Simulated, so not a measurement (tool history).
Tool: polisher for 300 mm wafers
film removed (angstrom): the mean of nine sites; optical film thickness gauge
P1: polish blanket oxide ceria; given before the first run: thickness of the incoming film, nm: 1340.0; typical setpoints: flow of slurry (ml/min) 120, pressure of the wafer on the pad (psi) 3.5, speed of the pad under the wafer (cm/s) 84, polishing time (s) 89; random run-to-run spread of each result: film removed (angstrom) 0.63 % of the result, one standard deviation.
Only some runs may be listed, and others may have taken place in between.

run   hour  flow of slurry (ml/min)  pressure of the wafer on the pad (psi)  speed of the pad under the wafer (cm/s)  polishing time (s)  wafers polished on this pad  hours since the slurry nozzle was cleaned  hours since the head pressure was calibrated  film removed (angstrom)
  1    6.8                      120                                     3.5                                       84                  89                          444                                       83.5                                         229.9                   4167.7
  2   12.8                      120                                     3.5                                      126                  89                          511                                       89.5                                         235.9                   6233.3
  3   18.6                      120                                     1.6                                       84                  89                          576                                       95.3                                         241.7                   1930.8
  4   24.7                      155                                     5.1                                       84                  89                          644                                      101.4                                         247.8                     6417
  5   32.1                      120                                     3.5                                       84                  89                          727                                      108.8                                         255.2                   4171.1
  6   41.8                       70                                     3.5                                       84                  89                          835                                      118.5                                         264.9                   3646.8
  7   48.4                      120                                     5.2                                       84                  44                          909                                      125.1                                         271.5                   3069.6
  8   57.6                      175                                     3.5                                       84                  89                         1011                                      134.3                                         280.7                   4458.4
  9   64.8                      120                                     3.5                                       84                  89                         1092                                      141.5                                         287.9                   4224.2
 10     72                      120                                     3.5                                       50                  89                         1172                                      148.7                                         295.1                   2484.8
 11   78.4                      120                                     4.9                                       84                  89                         1243                                      155.1                                         301.5                   5846.4
 12   83.3                      120                                     3.5                                       84                  89                         1298                                        160                                         306.4                   4215.3
 13   89.4                      120                                     3.5                                       84                 128                         1366                                      166.1                                         312.5                   6051.5
 14   96.7                      120                                     3.5                                       84                  66                         1448                                      173.4                                         319.8                   3130.8
 15  102.4                      120                                     3.5                                       84                  89                         1511                                      179.1                                         325.5                   4191.5
 16  112.4                      120                                     3.5                                       84                  89                         1623                                      189.1                                         335.5                   4055.4
 17    117                      120                                     3.5                                       84                  89                         1674                                      193.7                                         340.1                   3991.3
 18  121.6                      120                                     3.5                                       84                  89                         1725                                      198.3                                         344.7                   3950.4
     122.9  -- worn pad replaced by a new one
 19    128                      120                                     3.5                                       84                  89                           57                                      204.7                                         351.1                   3882.1
 20    133                      120                                     3.5                                       84                  89                          113                                      209.7                                         356.1                   3867.1
 21    141                      120                                     3.5                                       84                  89                          202                                      217.7                                         364.1                   3872.4
 22  150.1                      120                                     3.5                                       84                  89                          304                                      226.8                                         373.2                   3803.2

What P1 gives has crept away from where it was. These 2 causes fit the log equally well, each at the size given:
A: slurry flow missing at the pad, % = 28.3
B: head's pressure below its setpoint, % = 7.88
The process output started creeping at around hour 102.4.
Excluded causes, each with its reason:
removal rate lost through wear of the pad, %: maintenance at hour 122.9, after the shift began, did not return the process to its former output

4 check runs are offered, one wafer each, their results left as question marks. Which one tells the causes apart?
check 1  159.2                       70                                     3.5                                       84                  89                                                                                                                                              ?
check 2  159.2                      120                                     2.8                                       54                  89                                                                                                                                              ?
check 3  159.2                      120                                     4.4                                      106                  89                                                                                                                                              ?
check 4  159.2                      120                                     3.5                                      120                  89                                                                                                                                              ?

What each check would give under each cause:
  check                   result    if A    if B
check 1  film removed (angstrom)  3181.7  3334.8
check 2  film removed (angstrom)  1984.9  1984.7
check 3  film removed (angstrom)  6122.7  6122.1
check 4  film removed (angstrom)  5513.6  5513.1
Per-check spread between the two closest causes, in the result where they differ most: check 1 4.7 %; check 2 0.01 %; check 3 0.01 %; check 4 0.01 %
Check 1 distinguishes between the causes, while the remaining checks would return nearly the same result for all of them.

Check 1 was then run and gave: film removed (angstrom) 3175.3. Which cause is it?

A is the cause: slurry flow missing at the pad, %.

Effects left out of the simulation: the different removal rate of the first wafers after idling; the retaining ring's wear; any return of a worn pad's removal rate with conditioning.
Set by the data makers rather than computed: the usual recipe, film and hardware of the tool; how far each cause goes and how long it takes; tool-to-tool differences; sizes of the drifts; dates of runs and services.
